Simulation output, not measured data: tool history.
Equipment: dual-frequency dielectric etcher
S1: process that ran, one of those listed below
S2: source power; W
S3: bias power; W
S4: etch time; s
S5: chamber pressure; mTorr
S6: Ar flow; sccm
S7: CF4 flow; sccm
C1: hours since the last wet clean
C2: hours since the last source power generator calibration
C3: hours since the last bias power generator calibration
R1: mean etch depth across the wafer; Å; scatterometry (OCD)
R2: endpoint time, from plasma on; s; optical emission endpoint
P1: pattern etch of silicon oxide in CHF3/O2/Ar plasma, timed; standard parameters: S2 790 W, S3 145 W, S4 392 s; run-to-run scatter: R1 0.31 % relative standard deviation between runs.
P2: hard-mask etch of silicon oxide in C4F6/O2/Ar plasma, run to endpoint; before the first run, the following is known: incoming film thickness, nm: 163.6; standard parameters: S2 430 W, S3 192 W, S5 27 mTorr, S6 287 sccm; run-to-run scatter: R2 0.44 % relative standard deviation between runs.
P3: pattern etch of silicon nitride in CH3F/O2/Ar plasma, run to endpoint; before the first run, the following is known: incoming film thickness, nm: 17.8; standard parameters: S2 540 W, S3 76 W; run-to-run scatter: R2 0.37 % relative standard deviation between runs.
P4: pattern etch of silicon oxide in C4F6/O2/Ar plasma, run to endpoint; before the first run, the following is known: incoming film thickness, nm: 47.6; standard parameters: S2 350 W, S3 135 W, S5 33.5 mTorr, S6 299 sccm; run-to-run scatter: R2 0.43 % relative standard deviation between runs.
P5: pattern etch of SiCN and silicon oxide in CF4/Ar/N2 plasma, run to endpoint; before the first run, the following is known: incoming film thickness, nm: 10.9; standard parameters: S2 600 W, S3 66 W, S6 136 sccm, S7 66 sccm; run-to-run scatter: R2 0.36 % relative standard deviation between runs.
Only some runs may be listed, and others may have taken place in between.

run   hour  S1    S2   S3     S4    S5   S6  S7     C1     C2      C3      R1      R2
  1    3.3  P1   790  145    392                 229.2  312.1  1104.8  8277.4
  2    8.1  P4   350  135         33.5  232        234  316.9  1109.6          16.943
  3   11.3  P2   430  192           35  287      237.2  320.1  1112.8          49.573
  4   13.6  P1   790  109  287.5                 239.5  322.4  1115.1  5567.5
  5   16.6  P5   450   66               136  66  242.5  325.4  1118.1           13.57
  6     20  P1   580  193    392                 245.9  328.8  1121.5  8024.1
  7   23.8  P1   790  145    392                 249.7  332.6  1125.3  8272.4
  8   26.2  P1   790  145    392                 252.1    335  1127.7  8244.8
  9   30.2  P3   700   76                        256.1    339  1131.7          20.354
 10   33.4  P2   430  192           27  372      259.3  342.2  1134.9          49.354
 11   35.6  P1   790   94    392                 261.5  344.4  1137.1    7280
 12   39.7  P5   600   66               136  66  265.6  348.5  1141.2          10.549
 13   42.1  P1   790  145    392                   268  350.9  1143.6    8251
 14   45.2  P4   350  135         39.5  299      271.1    354  1146.7          17.579
 15   47.4  P2   430  112           27  287      273.3  356.2  1148.9           56.47
 16   51.7  P2   430  192           27  287      277.6  360.5  1153.2          48.113
 17     54  P1   570  145    392                 279.9  362.8  1155.5  7256.6
 18   57.9  P5   600   66               136  91  283.8  366.7  1159.4           9.949
 19   61.2  P1   510  145    303                 287.1    370  1162.7  5368.1
 20   64.1  P5   600   66               162  66    290  372.9  1165.6           10.83
 21   66.3  P1   790  145    547                 292.2  375.1  1167.8   11536
 22   68.8  P4   350  135         33.5  299      294.7  377.6  1170.3          17.341
 23   72.1  P4   230  135         33.5  299        298  380.9  1173.6          20.494
 24   74.3  P5   600   42               136  66  300.2  383.1  1175.8          12.338
 25   76.4  P2   540  192           27  287      302.3  385.2  1177.9          43.988
 26   81.4  P1   790  190    392                 307.3  390.2  1182.9  9032.4
 27   83.9  P3   540   76                        309.8  392.7  1185.4          22.667
 28   88.1  P5   600   66               136  66    314  396.9  1189.6          10.587
 29   91.6  P1  1090  145    392                 317.5  400.4  1193.1  9335.2
 30   94.4  P4   350   88         33.5  299      320.3  403.2  1195.9           19.59
 31   97.6  P3   540  103                        323.5  406.4  1199.1          20.151
 32  100.8  P1   790  145    226                 326.7  409.6  1202.3  4767.8
 33  104.6  P1   790  145    392                 330.5  413.4  1206.1  8250.6
 34  108.5  P1   790  145    392                 334.4  417.3    1210  8212.6
 35  112.5  P1   790  145    392                 338.4  421.3    1214  8134.8
 36  115.8  P1   790  145    392                 341.7  424.6  1217.3  8208.1
     118.6  -- wet clean of the chamber
 37  119.3  P1   790  145    392                   0.7  428.1  1220.8  8134.9
 38  123.7  P1   790  145    392                   5.1  432.5  1225.2    8177
 39  125.9  P1   790  145    392                   7.3  434.7  1227.4  8161.8
 40  130.1  P1   790  145    392                  11.5  438.9  1231.6  8147.3
 41  132.9  P1   790  145    392                  14.3  441.7  1234.4  8126.3
 42  136.6  P1   790  145    392                    18  445.4  1238.1  8153.7

What P1 gives has crept off from where it sat before. The 2 causes that follow fit the log equally well, each at the size noted:
A: bias power that arrives under what is set, % = 4.89
B: source power that arrives under what is set, % = 3.94
Creep in the process output first set in at about hour 104.6.
Ruled out, with reasons:
chamber walls in a state that lowers the etch rate, %: serviced at hour 118.6, which brought nothing back

Below are 4 check runs, each averaged over 2 wafers, with their results shown as question marks. Which of them would give clearly different results depending on which cause is behind the drift?
check 1  140.3  P3  540   94                                      ?
check 2  140.3  P4  350  111      33.5  299                       ?
check 3  140.3  P2  510  192        27  364                       ?
check 4  140.3  P5  600   43            136  66                   ?

If the cause were each of the candidates in turn, the checks would give the following:
  check  result    if A    if B
check 1      R2  21.229  21.174
check 2      R2  18.635  18.671
check 3      R2  47.027  47.027
check 4      R2  12.325  12.579
Minimum pairwise separation of causes per check, each pair taken at its best-separating result: check 1 0.26 %; check 2 0.19 %; check 3 0 %; check 4 2.04 %
Of the check runs offered, only check 4 discriminates between the causes; the rest would read about the same regardless of which cause applies.

Check 4 was carried out, with these results: R2 12.561 s. Which of the listed causes is responsible?

Of the candidate causes, it is B: source power that arrives under what is set, %.

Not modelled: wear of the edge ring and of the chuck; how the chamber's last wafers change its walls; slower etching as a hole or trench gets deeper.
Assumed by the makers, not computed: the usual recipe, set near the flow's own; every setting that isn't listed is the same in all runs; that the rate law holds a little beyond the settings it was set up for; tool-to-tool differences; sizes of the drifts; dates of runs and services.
